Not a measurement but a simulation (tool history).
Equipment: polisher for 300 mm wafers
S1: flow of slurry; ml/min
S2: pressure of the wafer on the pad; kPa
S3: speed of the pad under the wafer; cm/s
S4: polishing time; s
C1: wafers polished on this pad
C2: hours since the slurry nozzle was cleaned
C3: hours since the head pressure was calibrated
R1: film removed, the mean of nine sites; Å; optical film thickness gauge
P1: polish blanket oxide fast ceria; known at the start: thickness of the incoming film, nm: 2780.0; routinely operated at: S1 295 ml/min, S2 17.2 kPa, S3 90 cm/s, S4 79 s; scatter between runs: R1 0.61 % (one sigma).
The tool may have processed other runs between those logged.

run 1 hour=10.7 | S1=295 S2=17.2 S3=90 S4=79 | C1=548 C2=375.4 C3=282 | R1=10638
run 2 hour=17 | S1=295 S2=17.2 S3=140 S4=79 | C1=621 C2=381.7 C3=288.3 | R1=16473
run 3 hour=27.6 | S1=295 S2=17.2 S3=90 S4=79 | C1=742 C2=392.3 C3=298.9 | R1=10593
run 4 hour=38.1 | S1=295 S2=17.2 S3=42 S4=79 | C1=863 C2=402.8 C3=309.4 | R1=4925.6
run 5 hour=49.5 | S1=415 S2=17.2 S3=90 S4=79 | C1=994 C2=414.2 C3=320.8 | R1=10801
run 6 hour=56.5 | S1=295 S2=17.2 S3=90 S4=37 | C1=1074 C2=421.2 C3=327.8 | R1=4984.1
run 7 hour=66.4 | S1=295 S2=17.2 S3=90 S4=79 | C1=1188 C2=431.1 C3=337.7 | R1=10655
run 8 hour=73.9 | S1=295 S2=17.2 S3=90 S4=118 | C1=1274 C2=438.6 C3=345.2 | R1=15842
run 9 hour=83.5 | S1=295 S2=17.2 S3=90 S4=79 | C1=1384 C2=448.2 C3=354.8 | R1=10506
run 10 hour=95.4 | S1=295 S2=7.6 S3=90 S4=44 | C1=1521 C2=460.1 C3=366.7 | R1=2585.5
run 11 hour=101.5 | S1=295 S2=17.2 S3=90 S4=79 | C1=1591 C2=466.2 C3=372.8 | R1=10629
run 12 hour=108.1 | S1=295 S2=27.6 S3=90 S4=79 | C1=1666 C2=472.8 C3=379.4 | R1=16865
run 13 hour=115.1 | S1=175 S2=17.2 S3=90 S4=79 | C1=1747 C2=479.8 C3=386.4 | R1=9951.7
run 14 hour=127.1 | S1=295 S2=11 S3=90 S4=79 | C1=1884 C2=491.8 C3=398.4 | R1=6762.4
-- hour=130.6 slurry nozzle cleaned
run 15 hour=137.3 | S1=295 S2=17.2 S3=90 S4=79 | C1=2002 C2=6.7 C3=408.6 | R1=10633
run 16 hour=148.1 | S1=295 S2=17.2 S3=90 S4=79 | C1=2126 C2=17.5 C3=419.4 | R1=10628
run 17 hour=154 | S1=295 S2=17.2 S3=90 S4=79 | C1=2193 C2=23.4 C3=425.3 | R1=10410
run 18 hour=162.1 | S1=295 S2=17.2 S3=90 S4=79 | C1=2286 C2=31.5 C3=433.4 | R1=10443
run 19 hour=167.5 | S1=295 S2=17.2 S3=90 S4=79 | C1=2348 C2=36.9 C3=438.8 | R1=10404
run 20 hour=172.8 | S1=295 S2=17.2 S3=90 S4=79 | C1=2409 C2=42.2 C3=444.1 | R1=10276
run 21 hour=180.3 | S1=295 S2=17.2 S3=90 S4=79 | C1=2495 C2=49.7 C3=451.6 | R1=10269
run 22 hour=191.9 | S1=295 S2=17.2 S3=90 S4=79 | C1=2628 C2=61.3 C3=463.2 | R1=10263
run 23 hour=202.5 | S1=295 S2=17.2 S3=90 S4=79 | C1=2750 C2=71.9 C3=473.8 | R1=10148
run 24 hour=209.9 | S1=295 S2=17.2 S3=90 S4=79 | C1=2835 C2=79.3 C3=481.2 | R1=10048
-- hour=213.7 worn pad replaced by a new one
run 25 hour=216.4 | S1=295 S2=17.2 S3=90 S4=79 | C1=31 C2=85.8 C3=487.7 | R1=10186
run 26 hour=227 | S1=295 S2=17.2 S3=90 S4=79 | C1=153 C2=96.4 C3=498.3 | R1=10219
run 27 hour=236.6 | S1=295 S2=17.2 S3=90 S4=79 | C1=263 C2=106 C3=507.9 | R1=10049

What P1 gives has crept away from where it was. These 2 causes fit the log equally well, each at the size given:
A: slurry flow missing at the pad, % = 34.9
B: head's pressure below its setpoint, % = 4.72
The gradual shift began around hour 148.1.
What rules out each remaining cause:
removal rate lost through wear of the pad, %: serviced at hour 213.7, after the drift had started, without restoring the earlier output

Each of the check runs listed below is run on 3 wafers and reports their average, with the results left as question marks. Pick the one under which the possible causes would lead to clearly different results.
run check 1 hour=246.2 | S1=295 S2=26.9 S3=68 S4=79 | R1=?
run check 2 hour=246.2 | S1=175 S2=17.2 S3=128 S4=79 | R1=?
run check 3 hour=246.2 | S1=295 S2=12.4 S3=138 S4=79 | R1=?
run check 4 hour=246.2 | S1=295 S2=17.2 S3=46 S4=43 | R1=?

Check results expected under each cause:
check=check_1 result=R1 if_A=11916 if_B=11916
check=check_2 result=R1 if_A=13114 if_B=13519
check=check_3 result=R1 if_A=11161 if_B=11161
check=check_4 result=R1 if_A=2812.6 if_B=2812.6
Distance between the nearest two causes, measured in the result of the check that separates them most: check 1 0 %; check 2 3.04 %; check 3 0 %; check 4 0 %
Check 2 is the one run that separates the causes; every other check would come out nearly the same whichever cause is at work.

With check 2 done, the readings were: R1 13530 Å. Identify which of the listed causes applies.

Of the candidate causes, it is B: head's pressure below its setpoint, %.

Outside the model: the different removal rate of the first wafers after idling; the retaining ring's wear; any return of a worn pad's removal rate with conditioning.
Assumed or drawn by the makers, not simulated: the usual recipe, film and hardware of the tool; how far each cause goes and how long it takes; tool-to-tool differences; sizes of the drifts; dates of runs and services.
